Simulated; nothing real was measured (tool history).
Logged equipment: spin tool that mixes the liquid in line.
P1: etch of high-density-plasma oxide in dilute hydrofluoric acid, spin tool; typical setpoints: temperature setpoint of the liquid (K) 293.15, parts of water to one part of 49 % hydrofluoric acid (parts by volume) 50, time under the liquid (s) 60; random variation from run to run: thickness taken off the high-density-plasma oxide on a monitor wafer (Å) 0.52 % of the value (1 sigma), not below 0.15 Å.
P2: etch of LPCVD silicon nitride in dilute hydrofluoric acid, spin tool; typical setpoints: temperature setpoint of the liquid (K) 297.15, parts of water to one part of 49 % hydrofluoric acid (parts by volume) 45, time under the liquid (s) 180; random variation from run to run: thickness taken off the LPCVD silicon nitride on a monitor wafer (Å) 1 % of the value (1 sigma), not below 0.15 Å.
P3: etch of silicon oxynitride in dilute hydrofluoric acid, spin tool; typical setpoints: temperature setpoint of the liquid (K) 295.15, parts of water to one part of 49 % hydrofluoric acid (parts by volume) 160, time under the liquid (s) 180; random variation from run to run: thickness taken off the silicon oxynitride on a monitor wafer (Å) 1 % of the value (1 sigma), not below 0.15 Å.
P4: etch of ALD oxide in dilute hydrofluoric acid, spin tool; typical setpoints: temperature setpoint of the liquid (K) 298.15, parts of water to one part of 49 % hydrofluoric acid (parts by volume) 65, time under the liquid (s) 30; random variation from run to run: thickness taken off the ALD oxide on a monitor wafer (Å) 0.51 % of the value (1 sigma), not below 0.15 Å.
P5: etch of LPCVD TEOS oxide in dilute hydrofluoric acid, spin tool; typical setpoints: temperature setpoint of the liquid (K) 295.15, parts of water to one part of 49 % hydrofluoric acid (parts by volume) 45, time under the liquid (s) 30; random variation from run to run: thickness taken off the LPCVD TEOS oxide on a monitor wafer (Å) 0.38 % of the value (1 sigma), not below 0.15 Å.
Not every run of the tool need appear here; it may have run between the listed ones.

run    day  process that ran  temperature setpoint of the liquid (K)  parts of water to one part of 49 % hydrofluoric acid (parts by volume)  time under the liquid (s)  thickness taken off the high-density-plasma oxide on a monitor wafer (Å)  thickness taken off the silicon oxynitride on a monitor wafer (Å)  thickness taken off the LPCVD silicon nitride on a monitor wafer (Å)  thickness taken off the ALD oxide on a monitor wafer (Å)  thickness taken off the LPCVD TEOS oxide on a monitor wafer (Å)
  1  0.362                P1                                  293.15                                                                      50                         60                                                                    66.928
  2  0.783                P1                                  293.15                                                                      75                         60                                                                    42.923
  3  1.133                P3                                  295.15                                                                     160                        180                                                                                                                                       22.461
  4  1.412                P2                                  297.15                                                                      45                        180                                                                                                                                                                                                             19.899
  5  1.838                P1                                  293.15                                                                      50                         60                                                                    66.559
  6  2.162                P2                                  292.65                                                                      45                        180                                                                                                                                                                                                             14.905
  7  2.617                P4                                  305.15                                                                      65                         30                                                                                                                                                                                                                                                                      218.580
  8  2.962                P5                                  295.15                                                                      75                         30                                                                                                                                                                                                                                                                                                                                        214.26
  9  3.217                P2                                  297.15                                                                      20                        180                                                                                                                                                                                                             43.267
 10  3.442                P1                                  290.15                                                                      50                         60                                                                    58.742
 11  3.667                P1                                  293.15                                                                      50                         15                                                                    16.852
 12  3.938                P1                                  293.15                                                                      50                         95                                                                   105.860
 13  4.271                P3                                  303.15                                                                     160                        180                                                                                                                                       32.611
 14  4.575                P1                                  293.15                                                                      50                         60                                                                    67.418
 15  4.971                P3                                  295.15                                                                      80                        180                                                                                                                                       48.749
 16  5.200                P1                                  293.15                                                                      50                         60                                                                    66.462
 17  5.533                P1                                  293.15                                                                      50                         60                                                                    66.892
 18  5.908                P1                                  293.15                                                                      20                         60                                                                   173.590
 19  6.242                P4                                  298.15                                                                      65                         15                                                                                                                                                                                                                                                                       83.012
 20  6.588                P1                                  301.15                                                                      50                         60                                                                    93.392

For run 21, what comes out?
 21  6.975                P5                                  295.15                                                                      45                         30                                                                                                                                                                                                                                                                                                                                             ?

Run 21 yielded thickness taken off the LPCVD TEOS oxide on a monitor wafer (Å) 368.63.

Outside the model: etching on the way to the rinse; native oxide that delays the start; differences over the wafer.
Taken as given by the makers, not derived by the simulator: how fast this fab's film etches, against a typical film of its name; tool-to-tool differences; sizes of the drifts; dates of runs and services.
